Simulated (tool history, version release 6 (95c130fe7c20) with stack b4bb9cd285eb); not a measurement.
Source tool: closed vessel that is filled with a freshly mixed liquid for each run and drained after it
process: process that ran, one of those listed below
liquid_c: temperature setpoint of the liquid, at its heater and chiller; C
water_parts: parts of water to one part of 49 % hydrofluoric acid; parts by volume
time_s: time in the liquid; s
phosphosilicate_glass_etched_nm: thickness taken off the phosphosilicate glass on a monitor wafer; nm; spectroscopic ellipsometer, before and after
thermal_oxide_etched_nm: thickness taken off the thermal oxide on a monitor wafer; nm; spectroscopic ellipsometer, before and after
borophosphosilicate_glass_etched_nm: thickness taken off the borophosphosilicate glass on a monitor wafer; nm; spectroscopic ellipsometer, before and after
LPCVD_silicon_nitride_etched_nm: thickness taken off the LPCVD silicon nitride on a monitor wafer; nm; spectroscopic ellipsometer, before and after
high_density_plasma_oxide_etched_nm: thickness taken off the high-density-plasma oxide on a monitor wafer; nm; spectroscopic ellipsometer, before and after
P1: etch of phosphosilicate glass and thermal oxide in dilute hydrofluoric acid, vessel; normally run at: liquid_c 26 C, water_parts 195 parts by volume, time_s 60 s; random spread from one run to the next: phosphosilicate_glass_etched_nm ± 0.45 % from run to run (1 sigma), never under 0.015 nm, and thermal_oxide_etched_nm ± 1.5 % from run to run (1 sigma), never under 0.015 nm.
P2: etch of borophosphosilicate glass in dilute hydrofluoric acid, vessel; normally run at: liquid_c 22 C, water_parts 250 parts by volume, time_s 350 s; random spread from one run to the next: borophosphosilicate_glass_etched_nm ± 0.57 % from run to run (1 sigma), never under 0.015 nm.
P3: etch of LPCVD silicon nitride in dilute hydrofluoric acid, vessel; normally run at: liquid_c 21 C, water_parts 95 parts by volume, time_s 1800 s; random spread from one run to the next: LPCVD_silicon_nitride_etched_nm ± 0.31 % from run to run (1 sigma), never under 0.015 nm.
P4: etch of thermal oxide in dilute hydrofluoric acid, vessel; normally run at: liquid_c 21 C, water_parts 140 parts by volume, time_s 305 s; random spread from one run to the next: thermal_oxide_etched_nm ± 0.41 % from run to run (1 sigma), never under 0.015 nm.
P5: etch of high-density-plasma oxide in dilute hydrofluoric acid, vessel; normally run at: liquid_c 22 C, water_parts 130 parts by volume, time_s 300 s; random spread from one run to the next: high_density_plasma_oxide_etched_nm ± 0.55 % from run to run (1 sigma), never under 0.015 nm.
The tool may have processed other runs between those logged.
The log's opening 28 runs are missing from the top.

| run | hour | process | liquid_c | water_parts | time_s | hours since the thermometer was replaced | hours since the hydrofluoric acid flow meter was replaced | phosphosilicate_glass_etched_nm | thermal_oxide_etched_nm | borophosphosilicate_glass_etched_nm | LPCVD_silicon_nitride_etched_nm | high_density_plasma_oxide_etched_nm |
|---|---|---|---|---|---|---|---|---|---|---|---|---|
| 29 | 85.9 | P1 | 26 | 355 | 60 | 1131.9 | 1547.6 | 14.541 | 0.68695 |  |  |  |
| 30 | 89.2 | P1 | 26 | 195 | 60 | 1135.2 | 1550.9 | 31.162 | 1.4464 |  |  |  |
| 31 | 92.2 | P5 | 22 | 130 | 595 | 1138.2 | 1553.9 |  |  |  |  | 20.915 |
| 32 | 94.9 | P5 | 22 | 220 | 300 | 1140.9 | 1556.6 |  |  |  |  | 5.7581 |
| 33 | 97.2 | P1 | 26 | 195 | 60 | 1143.2 | 1558.9 | 31.215 | 1.4184 |  |  |  |
| 34 | 99.4 | P1 | 26 | 195 | 60 | 1145.4 | 1561.1 | 30.816 | 1.3702 |  |  |  |
| 35 | 103.7 | P1 | 26 | 195 | 60 | 1149.7 | 1565.4 | 29.925 | 1.3407 |  |  |  |
| 36 | 105.7 | P1 | 26 | 195 | 60 | 1151.7 | 1567.4 | 29.732 | 1.3415 |  |  |  |
| 37 | 109.6 | P1 | 26 | 195 | 60 | 1155.6 | 1571.3 | 29.593 | 1.3266 |  |  |  |

Predict the results of run 38:
| 38 | 113.9 | P1 | 26 | 195 | 60 | 1159.9 | 1575.6 | ? | ? |  |  |  |

Run 38 produced phosphosilicate_glass_etched_nm 29.216 nm, thermal_oxide_etched_nm 1.3627 nm.
